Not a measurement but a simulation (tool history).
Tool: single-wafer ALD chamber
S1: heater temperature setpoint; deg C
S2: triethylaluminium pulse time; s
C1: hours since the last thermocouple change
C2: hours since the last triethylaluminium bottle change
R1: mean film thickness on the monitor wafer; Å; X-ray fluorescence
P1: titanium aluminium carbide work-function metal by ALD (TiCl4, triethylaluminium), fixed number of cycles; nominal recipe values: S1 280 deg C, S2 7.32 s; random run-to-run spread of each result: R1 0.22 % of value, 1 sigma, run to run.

Run 1, hour 4.1: S1 280 deg C, S2 7.32 s; C1 315.5; C2 87.3. Result: R1 17.209 Å.
Run 2, hour 9.8: S1 299 deg C, S2 10.33 s; C1 321.2; C2 93.0. Result: R1 19.751 Å.
Run 3, hour 16.9: S1 280 deg C, S2 2.41 s; C1 328.3; C2 100.1. Result: R1 10.576 Å.
Run 4, hour 24.7: S1 255 deg C, S2 7.32 s; C1 336.1; C2 107.9. Result: R1 15.257 Å.
Run 5, hour 33.3: S1 280 deg C, S2 7.32 s; C1 344.7; C2 116.5. Result: R1 17.252 Å.
Run 6, hour 39.0: S1 280 deg C, S2 7.32 s; C1 350.4; C2 122.2. Result: R1 17.178 Å.
Run 7, hour 44.1: S1 265 deg C, S2 10.39 s; C1 355.5; C2 127.3. Result: R1 16.961 Å.
Run 8, hour 52.1: S1 280 deg C, S2 7.32 s; C1 363.5; C2 135.3. Result: R1 17.195 Å.
Run 9, hour 57.3: S1 280 deg C, S2 7.32 s; C1 368.7; C2 140.5. Result: R1 17.223 Å.
Run 10, hour 61.8: S1 280 deg C, S2 10.97 s; C1 373.2; C2 145.0. Result: R1 18.358 Å.
Run 11, hour 70.0: S1 305 deg C, S2 7.32 s; C1 381.4; C2 153.2. Result: R1 19.319 Å.
Run 12, hour 77.4: S1 280 deg C, S2 7.32 s; C1 388.8; C2 160.6. Result: R1 17.253 Å.
Run 13, hour 83.6: S1 264 deg C, S2 3.19 s; C1 395.0; C2 166.8. Result: R1 11.527 Å.
Run 14, hour 88.3: S1 280 deg C, S2 7.32 s; C1 399.7; C2 171.5. Result: R1 17.175 Å.
Run 15, hour 92.3: S1 280 deg C, S2 7.32 s; C1 403.7; C2 175.5. Result: R1 17.100 Å.
Run 16, hour 96.1: S1 280 deg C, S2 7.32 s; C1 407.5; C2 179.3. Result: R1 17.059 Å.
Run 17, hour 102.0: S1 280 deg C, S2 7.32 s; C1 413.4; C2 185.2. Result: R1 16.960 Å.
Run 18, hour 107.0: S1 280 deg C, S2 7.32 s; C1 418.4; C2 190.2. Result: R1 16.968 Å.
Run 19, hour 111.2: S1 280 deg C, S2 7.32 s; C1 422.6; C2 194.4. Result: R1 16.904 Å.
Run 20, hour 118.6: S1 280 deg C, S2 7.32 s; C1 430.0; C2 201.8. Result: R1 16.844 Å.
Run 21, hour 123.9: S1 280 deg C, S2 7.32 s; C1 435.3; C2 207.1. Result: R1 16.892 Å.
Run 22, hour 129.5: S1 280 deg C, S2 7.32 s; C1 440.9; C2 212.7. Result: R1 16.906 Å.
Run 23, hour 135.3: S1 280 deg C, S2 7.32 s; C1 446.7; C2 218.5. Result: R1 16.854 Å.

P1 has crept away from where it was. The log is fitted equally well by each of these 2 causes, at the sizes shown:
A: triethylaluminium dose below that of a fresh bottle (%) = 7.9
B: wafer temperature below the value expected at the setpoint (K) = 4.13
The onset of the drift is placed at about hour 88.3.

Consider the 4 single-wafer check runs listed below, results given as question marks: which one distinguishes between the causes by giving clearly different results for each?
Run check 1, hour 141.1: S1 257 deg C, S2 2.80 s. Result: R1 ?.
Run check 2, hour 141.1: S1 290 deg C, S2 7.32 s. Result: R1 ?.
Run check 3, hour 141.1: S1 298 deg C, S2 7.32 s. Result: R1 ?.
Run check 4, hour 141.1: S1 300 deg C, S2 7.32 s. Result: R1 ?.

Expected result of each check under each candidate cause:
  check  result     if A     if B
check 1      R1   9.8577  10.1460
check 2      R1  17.6790  17.6910
check 3      R1  18.3180  18.3400
check 4      R1  18.4780  18.5030
Smallest distance between any two causes, each pair judged by its most separating result, in per cent: check 1 2.88 %; check 2 0.07 %; check 3 0.12 %; check 4 0.13 %
Only check 1 tells the causes apart: in the others they would give nearly the same result.

Then check 1 was run and gave: R1 10.1440 Å. Which cause is it?

B is the cause: wafer temperature below the value expected at the setpoint (K).
